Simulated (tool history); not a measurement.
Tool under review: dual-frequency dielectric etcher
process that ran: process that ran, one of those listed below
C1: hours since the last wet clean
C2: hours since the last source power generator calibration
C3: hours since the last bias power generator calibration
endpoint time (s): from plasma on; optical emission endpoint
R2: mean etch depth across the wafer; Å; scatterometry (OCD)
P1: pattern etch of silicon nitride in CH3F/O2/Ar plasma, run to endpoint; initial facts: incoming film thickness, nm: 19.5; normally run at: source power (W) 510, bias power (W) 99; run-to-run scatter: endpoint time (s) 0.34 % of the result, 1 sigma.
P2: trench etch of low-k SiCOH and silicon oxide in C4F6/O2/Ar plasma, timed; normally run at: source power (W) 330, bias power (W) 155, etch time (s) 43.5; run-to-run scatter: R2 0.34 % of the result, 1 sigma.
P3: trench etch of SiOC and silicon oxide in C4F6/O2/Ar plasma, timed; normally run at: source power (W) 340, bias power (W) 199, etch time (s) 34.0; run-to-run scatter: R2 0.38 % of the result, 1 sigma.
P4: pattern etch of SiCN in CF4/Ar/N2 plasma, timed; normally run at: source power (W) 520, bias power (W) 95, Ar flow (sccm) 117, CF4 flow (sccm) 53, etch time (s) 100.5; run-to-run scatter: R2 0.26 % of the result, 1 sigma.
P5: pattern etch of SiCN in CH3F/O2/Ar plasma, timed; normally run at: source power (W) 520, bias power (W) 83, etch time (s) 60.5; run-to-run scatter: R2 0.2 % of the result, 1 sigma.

Run 1, day 0.533: process that ran P1, source power (W) 510, bias power (W) 99; C1 389.5; C2 836.0; C3 2821.9. Result: endpoint time (s) 21.949.
Run 2, day 0.962: process that ran P1, source power (W) 510, bias power (W) 99; C1 399.8; C2 846.3; C3 2832.2. Result: endpoint time (s) 21.982.
Run 3, day 1.229: process that ran P1, source power (W) 510, bias power (W) 99; C1 406.2; C2 852.7; C3 2838.6. Result: endpoint time (s) 21.959.
Run 4, day 1.742: process that ran P1, source power (W) 410, bias power (W) 74; C1 418.5; C2 865.0; C3 2850.9. Result: endpoint time (s) 26.530.
Run 5, day 2.171: process that ran P3, source power (W) 280, bias power (W) 199, etch time (s) 34.0; C1 428.8; C2 875.3; C3 2861.2. Result: R2 605.42 Å.
Run 6, day 2.512: process that ran P2, source power (W) 330, bias power (W) 155, etch time (s) 43.5; C1 437.0; C2 883.5; C3 2869.4. Result: R2 1198.90 Å.
Run 7, day 2.942: process that ran P1, source power (W) 510, bias power (W) 66; C1 447.3; C2 893.8; C3 2879.7. Result: endpoint time (s) 25.376.
Run 8, day 3.250: process that ran P4, source power (W) 710, bias power (W) 95, etch time (s) 100.5, Ar flow (sccm) 117, CF4 flow (sccm) 53; C1 454.7; C2 901.2; C3 2887.1. Result: R2 1291.40 Å.
Run 9, day 3.554: process that ran P5, source power (W) 520, bias power (W) 83, etch time (s) 60.5; C1 462.0; C2 908.5; C3 2894.4. Result: R2 269.20 Å.
Run 10, day 3.975: process that ran P2, source power (W) 330, bias power (W) 97, etch time (s) 43.5; C1 472.1; C2 918.6; C3 2904.5. Result: R2 1050.50 Å.
Run 11, day 4.442: process that ran P1, source power (W) 640, bias power (W) 76; C1 483.3; C2 929.8; C3 2915.7. Result: endpoint time (s) 22.020.
Run 12, day 4.962: process that ran P2, source power (W) 330, bias power (W) 155, etch time (s) 24.5; C1 495.8; C2 942.3; C3 2928.2. Result: R2 674.74 Å.
Run 13, day 5.400: process that ran P3, source power (W) 340, bias power (W) 130, etch time (s) 34.0; C1 506.3; C2 952.8; C3 2938.7. Result: R2 577.81 Å.
Run 14, day 5.825: process that ran P2, source power (W) 330, bias power (W) 155, etch time (s) 43.5; C1 516.5; C2 963.0; C3 2948.9. Result: R2 1201.20 Å.
Run 15, day 6.138: process that ran P5, source power (W) 520, bias power (W) 83, etch time (s) 37.5; C1 524.0; C2 970.5; C3 2956.4. Result: R2 167.47 Å.
Run 16, day 6.388: process that ran P4, source power (W) 520, bias power (W) 95, etch time (s) 136.5, Ar flow (sccm) 117, CF4 flow (sccm) 53; C1 530.0; C2 976.5; C3 2962.4. Result: R2 1332.50 Å.
Run 17, day 6.833: process that ran P1, source power (W) 610, bias power (W) 72; C1 540.7; C2 987.2; C3 2973.1. Result: endpoint time (s) 23.039.
At day 6.879: bias power generator calibrated.
Run 18, day 7.162: process that ran P1, source power (W) 510, bias power (W) 99; C1 548.6; C2 995.1; C3 6.9. Result: endpoint time (s) 22.017.
Run 19, day 7.629: process that ran P4, source power (W) 520, bias power (W) 95, etch time (s) 100.5, Ar flow (sccm) 117, CF4 flow (sccm) 40; C1 559.8; C2 1006.3; C3 18.1. Result: R2 943.11 Å.
Run 20, day 8.088: process that ran P1, source power (W) 720, bias power (W) 99; C1 570.8; C2 1017.3; C3 29.1. Result: endpoint time (s) 19.297.
Run 21, day 8.558: process that ran P1, source power (W) 510, bias power (W) 120; C1 582.1; C2 1028.6; C3 40.4. Result: endpoint time (s) 20.465.
Run 22, day 8.950: process that ran P5, source power (W) 320, bias power (W) 83, etch time (s) 60.5; C1 591.5; C2 1038.0; C3 49.8. Result: R2 225.15 Å.
Run 23, day 9.412: process that ran P1, source power (W) 510, bias power (W) 99; C1 602.6; C2 1049.1; C3 60.9. Result: endpoint time (s) 21.945.
Run 24, day 9.904: process that ran P4, source power (W) 520, bias power (W) 119, etch time (s) 100.5, Ar flow (sccm) 117, CF4 flow (sccm) 53; C1 614.4; C2 1060.9; C3 72.7. Result: R2 1077.10 Å.
Run 25, day 10.404: process that ran P3, source power (W) 340, bias power (W) 199, etch time (s) 34.0; C1 626.4; C2 1072.9; C3 84.7. Result: R2 659.97 Å.
Run 26, day 10.696: process that ran P4, source power (W) 520, bias power (W) 95, etch time (s) 100.5, Ar flow (sccm) 86, CF4 flow (sccm) 53; C1 633.4; C2 1079.9; C3 91.7. Result: R2 1031.70 Å.
Run 27, day 11.129: process that ran P1, source power (W) 300, bias power (W) 99; C1 643.8; C2 1090.3; C3 102.1. Result: endpoint time (s) 27.027.
Run 28, day 11.475: process that ran P4, source power (W) 520, bias power (W) 95, etch time (s) 100.5, Ar flow (sccm) 117, CF4 flow (sccm) 53; C1 652.1; C2 1098.6; C3 110.4. Result: R2 983.27 Å.
Run 29, day 12.008: process that ran P3, source power (W) 340, bias power (W) 199, etch time (s) 34.0; C1 664.9; C2 1111.4; C3 123.2. Result: R2 659.31 Å.
Run 30, day 12.383: process that ran P5, source power (W) 520, bias power (W) 83, etch time (s) 60.5; C1 673.9; C2 1120.4; C3 132.2. Result: R2 269.44 Å.
Run 31, day 12.912: process that ran P2, source power (W) 250, bias power (W) 155, etch time (s) 43.5; C1 686.6; C2 1133.1; C3 144.9. Result: R2 1085.60 Å.
Run 32, day 13.258: process that ran P3, source power (W) 340, bias power (W) 199, etch time (s) 18.5; C1 694.9; C2 1141.4; C3 153.2. Result: R2 355.88 Å.
Run 33, day 13.508: process that ran P5, source power (W) 520, bias power (W) 103, etch time (s) 60.5; C1 700.9; C2 1147.4; C3 159.2. Result: R2 292.83 Å.
Run 34, day 14.012: process that ran P1, source power (W) 510, bias power (W) 99; C1 713.0; C2 1159.5; C3 171.3. Result: endpoint time (s) 21.877.
Run 35, day 14.421: process that ran P1, source power (W) 510, bias power (W) 99; C1 722.8; C2 1169.3; C3 181.1. Result: endpoint time (s) 22.183.
Run 36, day 14.900: process that ran P1, source power (W) 510, bias power (W) 99; C1 734.3; C2 1180.8; C3 192.6. Result: endpoint time (s) 22.217.
Run 37, day 15.388: process that ran P1, source power (W) 510, bias power (W) 99; C1 746.0; C2 1192.5; C3 204.3. Result: endpoint time (s) 22.280.
At day 15.604: wet clean of the chamber.
Run 38, day 15.654: process that ran P1, source power (W) 510, bias power (W) 99; C1 1.2; C2 1198.9; C3 210.7. Result: endpoint time (s) 22.305.
Run 39, day 16.021: process that ran P1, source power (W) 510, bias power (W) 99; C1 10.0; C2 1207.7; C3 219.5. Result: endpoint time (s) 22.345.
Run 40, day 16.446: process that ran P1, source power (W) 510, bias power (W) 99; C1 20.2; C2 1217.9; C3 229.7. Result: endpoint time (s) 22.288.
Run 41, day 16.892: process that ran P1, source power (W) 510, bias power (W) 99; C1 30.9; C2 1228.6; C3 240.4. Result: endpoint time (s) 22.450.
Run 42, day 17.425: process that ran P1, source power (W) 510, bias power (W) 99; C1 43.7; C2 1241.4; C3 253.2. Result: endpoint time (s) 22.417.

What P1 gives has crept away from where it was. These 2 causes fit the log equally well, each at the size given:
A: source power that arrives under what is set, % = 4.41
B: bias power that arrives under what is set, % = 4.6
Onset of the creep was near day 14.012.
Each remaining cause and why it is not a fit:
chamber walls in a state that lowers the etch rate, %: its service at day 15.604 followed the start of the drift and did not put the process back to its old value

Of the 4 check runs listed below, each run on one wafer and each result written as a question mark, which would let you distinguish the listed causes because they would give clearly different results?
Run check 1, day 17.958: process that ran P2, source power (W) 330, bias power (W) 155, etch time (s) 43.5. Result: R2 ?.
Run check 2, day 17.958: process that ran P3, source power (W) 340, bias power (W) 199, etch time (s) 34.0. Result: R2 ?.
Run check 3, day 17.958: process that ran P5, source power (W) 520, bias power (W) 83, etch time (s) 60.5. Result: R2 ?.
Run check 4, day 17.958: process that ran P4, source power (W) 520, bias power (W) 95, etch time (s) 100.5, Ar flow (sccm) 117, CF4 flow (sccm) 53. Result: R2 ?.

If the cause were each of the candidates in turn, the checks would give the following:
  check  result     if A     if B
check 1      R2  1182.50  1186.20
check 2      R2   646.64   647.97
check 3      R2   265.14   265.18
check 4      R2   946.43   966.42
Per check, the gap between the least separated pair of causes, taken in the result that splits them most: check 1 0.31 %; check 2 0.21 %; check 3 0.02 %; check 4 2.09 %
Check 4 distinguishes between the causes, while the remaining checks would return nearly the same result for all of them.

After running check 4, the following was obtained: R2 963.81 Å. Which cause does this point to?

The cause is B: bias power that arrives under what is set, %.

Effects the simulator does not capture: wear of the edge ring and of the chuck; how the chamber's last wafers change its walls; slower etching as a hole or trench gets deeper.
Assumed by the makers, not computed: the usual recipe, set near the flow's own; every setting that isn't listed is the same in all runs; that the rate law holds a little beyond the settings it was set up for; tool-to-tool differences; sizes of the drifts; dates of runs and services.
